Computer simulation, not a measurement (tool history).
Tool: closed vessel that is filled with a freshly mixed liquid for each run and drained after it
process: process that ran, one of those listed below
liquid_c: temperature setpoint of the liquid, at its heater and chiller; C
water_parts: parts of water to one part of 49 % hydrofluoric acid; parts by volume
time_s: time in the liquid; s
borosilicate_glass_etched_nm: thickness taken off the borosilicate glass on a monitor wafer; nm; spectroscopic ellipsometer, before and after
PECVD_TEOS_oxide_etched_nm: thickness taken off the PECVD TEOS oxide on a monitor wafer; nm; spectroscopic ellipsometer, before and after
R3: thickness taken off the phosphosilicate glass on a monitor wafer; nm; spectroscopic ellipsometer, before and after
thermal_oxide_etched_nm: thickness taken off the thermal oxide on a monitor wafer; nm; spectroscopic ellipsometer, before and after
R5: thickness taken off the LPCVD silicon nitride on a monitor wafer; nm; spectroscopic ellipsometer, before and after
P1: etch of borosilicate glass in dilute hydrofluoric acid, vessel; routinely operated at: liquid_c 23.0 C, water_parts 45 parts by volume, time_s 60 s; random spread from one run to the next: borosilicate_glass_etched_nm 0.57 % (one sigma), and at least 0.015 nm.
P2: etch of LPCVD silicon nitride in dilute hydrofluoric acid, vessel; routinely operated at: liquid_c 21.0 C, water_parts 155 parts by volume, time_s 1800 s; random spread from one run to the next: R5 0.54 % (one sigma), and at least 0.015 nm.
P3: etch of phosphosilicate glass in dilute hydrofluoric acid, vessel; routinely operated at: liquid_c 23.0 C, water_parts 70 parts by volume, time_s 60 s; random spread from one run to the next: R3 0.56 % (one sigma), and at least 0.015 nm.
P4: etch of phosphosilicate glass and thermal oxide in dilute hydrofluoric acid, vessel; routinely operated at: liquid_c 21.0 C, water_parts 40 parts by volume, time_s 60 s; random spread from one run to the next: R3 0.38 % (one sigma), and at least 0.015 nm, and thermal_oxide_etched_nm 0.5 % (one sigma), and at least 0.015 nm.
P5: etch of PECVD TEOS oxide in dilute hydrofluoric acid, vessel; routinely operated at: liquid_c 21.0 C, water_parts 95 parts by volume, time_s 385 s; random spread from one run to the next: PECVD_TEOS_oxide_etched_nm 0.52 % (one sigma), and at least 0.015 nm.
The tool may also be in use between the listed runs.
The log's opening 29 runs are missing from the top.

Run 30, hour 149.7: process P5, liquid_c 21.0 C, water_parts 20 parts by volume, time_s 385 s. Result: PECVD_TEOS_oxide_etched_nm 225.340 nm.
Run 31, hour 155.0: process P1, liquid_c 23.0 C, water_parts 45 parts by volume, time_s 60 s. Result: borosilicate_glass_etched_nm 26.443 nm.
Run 32, hour 160.9: process P1, liquid_c 23.0 C, water_parts 45 parts by volume, time_s 60 s. Result: borosilicate_glass_etched_nm 25.799 nm.
Run 33, hour 164.3: process P1, liquid_c 23.0 C, water_parts 45 parts by volume, time_s 60 s. Result: borosilicate_glass_etched_nm 25.462 nm.
Run 34, hour 167.4: process P1, liquid_c 23.0 C, water_parts 45 parts by volume, time_s 60 s. Result: borosilicate_glass_etched_nm 25.089 nm.
Run 35, hour 171.2: process P1, liquid_c 23.0 C, water_parts 45 parts by volume, time_s 60 s. Result: borosilicate_glass_etched_nm 25.036 nm.
Run 36, hour 177.5: process P1, liquid_c 23.0 C, water_parts 45 parts by volume, time_s 60 s. Result: borosilicate_glass_etched_nm 24.762 nm.
Run 37, hour 181.0: process P1, liquid_c 23.0 C, water_parts 45 parts by volume, time_s 60 s. Result: borosilicate_glass_etched_nm 24.675 nm.
Run 38, hour 187.3: process P1, liquid_c 23.0 C, water_parts 45 parts by volume, time_s 60 s. Result: borosilicate_glass_etched_nm 24.493 nm.

Run 39 is up next; what results do you expect?
Run 39, hour 192.1: process P1, liquid_c 23.0 C, water_parts 45 parts by volume, time_s 60 s. Result: borosilicate_glass_etched_nm ?.

Run 39 came out at borosilicate_glass_etched_nm 24.614 nm.
